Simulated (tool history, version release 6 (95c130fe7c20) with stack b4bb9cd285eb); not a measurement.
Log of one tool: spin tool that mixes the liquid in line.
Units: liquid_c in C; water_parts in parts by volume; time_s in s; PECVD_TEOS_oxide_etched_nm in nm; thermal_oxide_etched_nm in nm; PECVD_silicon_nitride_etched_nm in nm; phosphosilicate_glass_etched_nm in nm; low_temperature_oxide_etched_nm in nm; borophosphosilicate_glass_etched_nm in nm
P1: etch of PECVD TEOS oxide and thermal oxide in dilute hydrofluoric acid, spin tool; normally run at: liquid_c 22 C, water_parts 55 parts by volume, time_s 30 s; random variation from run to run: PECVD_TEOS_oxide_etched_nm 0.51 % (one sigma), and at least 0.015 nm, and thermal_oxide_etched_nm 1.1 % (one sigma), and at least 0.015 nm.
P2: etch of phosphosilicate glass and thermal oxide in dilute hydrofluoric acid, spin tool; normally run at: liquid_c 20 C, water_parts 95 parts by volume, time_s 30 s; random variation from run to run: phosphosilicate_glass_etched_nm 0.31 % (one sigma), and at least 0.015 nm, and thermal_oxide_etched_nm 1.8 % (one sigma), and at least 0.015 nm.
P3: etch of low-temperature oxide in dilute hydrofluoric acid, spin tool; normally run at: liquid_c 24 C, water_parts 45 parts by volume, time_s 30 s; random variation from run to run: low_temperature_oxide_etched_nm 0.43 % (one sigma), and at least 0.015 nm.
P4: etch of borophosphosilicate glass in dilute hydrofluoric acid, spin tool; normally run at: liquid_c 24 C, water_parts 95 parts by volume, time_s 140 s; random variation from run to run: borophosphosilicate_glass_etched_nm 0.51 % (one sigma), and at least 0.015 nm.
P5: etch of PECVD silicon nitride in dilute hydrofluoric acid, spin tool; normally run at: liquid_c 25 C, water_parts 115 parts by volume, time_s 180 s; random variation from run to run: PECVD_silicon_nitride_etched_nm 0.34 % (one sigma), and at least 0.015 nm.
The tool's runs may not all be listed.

run    day  process  liquid_c  water_parts  time_s  PECVD_TEOS_oxide_etched_nm  thermal_oxide_etched_nm  PECVD_silicon_nitride_etched_nm  phosphosilicate_glass_etched_nm  low_temperature_oxide_etched_nm  borophosphosilicate_glass_etched_nm
  1  0.392       P1        22           55      30                      6.5181                   2.4425
  2  0.621       P5        25          115     180                                                                                7.9774
  3  0.958       P5        25          190     180                                                                                4.8281
  4  1.358       P1        22           55      60                      12.909                   4.8262
  5  1.712       P2        20          140      30                                              0.88541                                                            22.771
  6  2.133       P3        24           45      30                                                                                                                                                  14.745
  7  2.371       P5        25          115      95                                                                                 4.187
  8  2.642       P1        22           55      30                      6.4929                     2.41
  9   2.95       P5        25          115     180                                                                                8.0059
 10  3.388       P1        22          100      30                      3.3749                    1.293
 11   3.75       P3        24           25      30                                                                                                                                                  27.354
 12  4.158       P1        22           55      15                      3.2053                   1.2141
 13  4.454       P2        20           95      30                                               1.3511                                                            35.328
 14  4.738       P5        31          115     180                                                                                11.649
     5.033  -- hydrofluoric acid flow meter replaced
 15  5.054       P4        24           95     140                                                                                                                                                                                       54.754
 16  5.425       P3        28           45      30                                                                                                                                                  17.433
 17  5.867       P1        22           55      30                      6.4552                   2.4591
 18  6.071       P1      29.5           55      30                      8.7459                   3.2306
 19  6.279       P3        24           45      50                                                                                                                                                  24.586
     6.538  -- thermometer replaced
 20  6.642       P4        24           95     140                                                                                                                                                                                       53.847
 21  7.029       P2        20           95      30                                                1.346                                                            35.097
 22  7.442       P1        22           20      15                      9.2947                   3.5308
 23  7.788       P2        20           95      60                                               2.7002                                                            70.461

Forecast run 24:
 24  8.229       P1        17           55      30                           ?                        ?

PECVD_TEOS_oxide_etched_nm: 5.1969 nm
thermal_oxide_etched_nm: 1.9574 nm
